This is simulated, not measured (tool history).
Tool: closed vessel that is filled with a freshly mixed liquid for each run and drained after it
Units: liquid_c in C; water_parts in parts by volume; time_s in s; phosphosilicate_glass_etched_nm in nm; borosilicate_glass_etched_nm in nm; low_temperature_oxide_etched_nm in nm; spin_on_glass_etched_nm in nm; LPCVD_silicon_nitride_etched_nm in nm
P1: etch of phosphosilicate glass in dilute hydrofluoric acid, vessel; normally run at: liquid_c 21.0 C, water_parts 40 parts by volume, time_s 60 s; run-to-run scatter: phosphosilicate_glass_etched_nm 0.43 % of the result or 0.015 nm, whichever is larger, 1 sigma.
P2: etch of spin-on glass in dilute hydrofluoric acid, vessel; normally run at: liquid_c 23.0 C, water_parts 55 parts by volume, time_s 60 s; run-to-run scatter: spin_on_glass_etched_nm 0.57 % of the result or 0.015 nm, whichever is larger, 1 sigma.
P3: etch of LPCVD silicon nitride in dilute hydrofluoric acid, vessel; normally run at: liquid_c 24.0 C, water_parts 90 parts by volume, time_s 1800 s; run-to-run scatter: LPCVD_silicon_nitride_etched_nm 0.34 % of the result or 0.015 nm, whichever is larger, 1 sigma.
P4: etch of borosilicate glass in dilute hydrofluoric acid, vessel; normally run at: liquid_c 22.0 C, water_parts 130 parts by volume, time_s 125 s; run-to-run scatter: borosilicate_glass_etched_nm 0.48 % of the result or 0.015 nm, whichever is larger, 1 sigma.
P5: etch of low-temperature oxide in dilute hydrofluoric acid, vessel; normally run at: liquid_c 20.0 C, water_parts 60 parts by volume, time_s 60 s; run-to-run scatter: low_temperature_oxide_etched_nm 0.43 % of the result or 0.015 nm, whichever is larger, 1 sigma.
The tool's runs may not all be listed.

| run | hour | process | liquid_c | water_parts | time_s | hours since the thermometer was replaced | hours since the hydrofluoric acid flow meter was replaced | phosphosilicate_glass_etched_nm | borosilicate_glass_etched_nm | low_temperature_oxide_etched_nm | spin_on_glass_etched_nm | LPCVD_silicon_nitride_etched_nm |
|---|---|---|---|---|---|---|---|---|---|---|---|---|
| 1 | 6.7 | P1 | 21.0 | 40 | 60 | 275.7 | 217.1 | 180.180 |  |  |  |  |
| 2 | 18.2 | P4 | 22.0 | 130 | 125 | 287.2 | 228.6 |  | 16.190 |  |  |  |
| 3 | 29.0 | P4 | 22.0 | 20 | 125 | 298.0 | 239.4 |  | 120.380 |  |  |  |
| 4 | 35.9 | P1 | 21.0 | 70 | 60 | 304.9 | 246.3 | 100.170 |  |  |  |  |
| 5 | 43.3 | P5 | 20.0 | 25 | 60 | 312.3 | 253.7 |  |  | 24.6440 |  |  |
| 6 | 50.5 | P2 | 23.0 | 55 | 110 | 319.5 | 260.9 |  |  |  | 83.856 |  |
| 7 | 58.6 | P2 | 17.0 | 55 | 60 | 327.6 | 269.0 |  |  |  | 35.877 |  |
| 8 | 66.1 | P2 | 23.0 | 25 | 60 | 335.1 | 276.5 |  |  |  | 106.030 |  |
| 9 | 72.9 | P5 | 27.0 | 60 | 60 | 341.9 | 283.3 |  |  | 13.0010 |  |  |
| 10 | 83.9 | P3 | 24.0 | 45 | 1800 | 352.9 | 294.3 |  |  |  |  | 18.7000 |
| 11 | 96.5 | P4 | 22.0 | 130 | 125 | 365.5 | 306.9 |  | 16.387 |  |  |  |
| 12 | 107.6 | P3 | 24.0 | 90 | 1800 | 376.6 | 318.0 |  |  |  |  | 9.4557 |
| 13 | 114.4 | P1 | 21.0 | 40 | 60 | 383.4 | 324.8 | 179.250 |  |  |  |  |
| 14 | 123.2 | P1 | 17.0 | 40 | 60 | 392.2 | 333.6 | 151.940 |  |  |  |  |
| 15 | 130.1 | P3 | 32.0 | 90 | 1800 | 399.1 | 340.5 |  |  |  |  | 15.7950 |
| 16 | 139.5 | P1 | 29.0 | 40 | 60 | 408.5 | 349.9 | 248.820 |  |  |  |  |
| 17 | 153.3 | P1 | 21.0 | 40 | 30 | 422.3 | 363.7 | 90.576 |  |  |  |  |
| 18 | 163.6 | P1 | 24.5 | 40 | 95 | 432.6 | 374.0 | 330.250 |  |  |  |  |
| 19 | 172.6 | P3 | 24.0 | 90 | 260 | 441.6 | 383.0 |  |  |  |  | 1.3758 |
| 20 | 184.6 | P5 | 20.0 | 60 | 60 | 453.6 | 395.0 |  |  | 9.7223 |  |  |
| 21 | 196.0 | P1 | 21.0 | 40 | 95 | 465.0 | 406.4 | 286.470 |  |  |  |  |
| 22 | 206.4 | P1 | 21.0 | 40 | 60 | 475.4 | 416.8 | 180.290 |  |  |  |  |
| 23 | 218.7 | P1 | 21.0 | 40 | 60 | 487.7 | 429.1 | 181.030 |  |  |  |  |
| 24 | 226.4 | P5 | 20.0 | 60 | 115 | 495.4 | 436.8 |  |  | 18.6330 |  |  |
| 25 | 239.6 | P1 | 21.0 | 20 | 60 | 508.6 | 450.0 | 368.160 |  |  |  |  |
| 26 | 249.4 | P1 | 21.0 | 55 | 30 | 518.4 | 459.8 | 64.496 |  |  |  |  |
| 27 | 258.6 | P4 | 22.0 | 130 | 200 | 527.6 | 469.0 |  | 25.971 |  |  |  |
| 28 | 271.3 | P2 | 23.0 | 55 | 60 | 540.3 | 481.7 |  |  |  | 45.972 |  |
| 29 | 283.8 | P4 | 17.0 | 130 | 125 | 552.8 | 494.2 |  | 13.324 |  |  |  |
| 30 | 298.1 | P1 | 17.0 | 20 | 60 | 567.1 | 508.5 | 308.440 |  |  |  |  |
| 31 | 308.7 | P1 | 21.0 | 40 | 60 | 577.7 | 519.1 | 181.110 |  |  |  |  |
| 32 | 317.7 | P1 | 21.0 | 40 | 60 | 586.7 | 528.1 | 181.750 |  |  |  |  |
| 33 | 325.1 | P1 | 21.0 | 40 | 60 | 594.1 | 535.5 | 180.370 |  |  |  |  |
| 34 | 337.0 | P1 | 21.0 | 40 | 60 | 606.0 | 547.4 | 187.870 |  |  |  |  |
| 35 | 351.5 | P1 | 21.0 | 40 | 60 | 620.5 | 561.9 | 192.240 |  |  |  |  |
| 36 | 365.4 | P1 | 21.0 | 40 | 60 | 634.4 | 575.8 | 196.400 |  |  |  |  |
| 37 | 377.9 | P1 | 21.0 | 40 | 60 | 646.9 | 588.3 | 196.080 |  |  |  |  |
| 38 | 388.0 | P1 | 21.0 | 40 | 60 | 657.0 | 598.4 | 197.190 |  |  |  |  |
| 39 | 401.6 | P1 | 21.0 | 40 | 60 | 670.6 | 612.0 | 197.670 |  |  |  |  |
| 40 | 411.9 | P1 | 21.0 | 40 | 60 | 680.9 | 622.3 | 198.540 |  |  |  |  |
| 41 | 424.9 | P1 | 21.0 | 40 | 60 | 693.9 | 635.3 | 198.250 |  |  |  |  |
| 42 | 435.2 | P1 | 21.0 | 40 | 60 | 704.2 | 645.6 | 199.600 |  |  |  |  |

What P1 gives has crept away from where it was. These 2 causes fit the log equally well, each at the size given:
A: liquid hotter than its thermometer reads (K) = 2.38
B: hydrofluoric acid flow above the setpoint (%) = 10
The creep began at about hour 325.1.

4 check runs are offered, one wafer each, their results left as question marks. Which one tells the causes apart?
| check 1 | 445.5 | P3 | 31.5 | 90 | 1800 |  |  |  |  |  |  | ? |
| check 2 | 445.5 | P5 | 24.5 | 60 | 60 |  |  |  |  | ? |  |  |
| check 3 | 445.5 | P2 | 23.0 | 30 | 110 |  |  |  |  |  | ? |  |
| check 4 | 445.5 | P4 | 17.0 | 55 | 125 |  |  |  | ? |  |  |  |

What each check would give under each cause:
| check | result | if A | if B |
|---|---|---|---|
| check 1 | LPCVD_silicon_nitride_etched_nm | 17.7430 | 16.8610 |
| check 2 | low_temperature_oxide_etched_nm | 12.9300 | 13.0160 |
| check 3 | spin_on_glass_etched_nm | 176.210 | 176.130 |
| check 4 | borosilicate_glass_etched_nm | 37.589 | 37.539 |
How far apart the two closest causes lie, in the result that separates them most: check 1 5.1 %; check 2 0.66 %; check 3 0.05 %; check 4 0.13 %
Only check 1 tells the causes apart: in the others they would give nearly the same result.

Check 1 was then run and gave: LPCVD_silicon_nitride_etched_nm 17.6800 nm. Which cause is it?

It is A: liquid hotter than its thermometer reads (K).

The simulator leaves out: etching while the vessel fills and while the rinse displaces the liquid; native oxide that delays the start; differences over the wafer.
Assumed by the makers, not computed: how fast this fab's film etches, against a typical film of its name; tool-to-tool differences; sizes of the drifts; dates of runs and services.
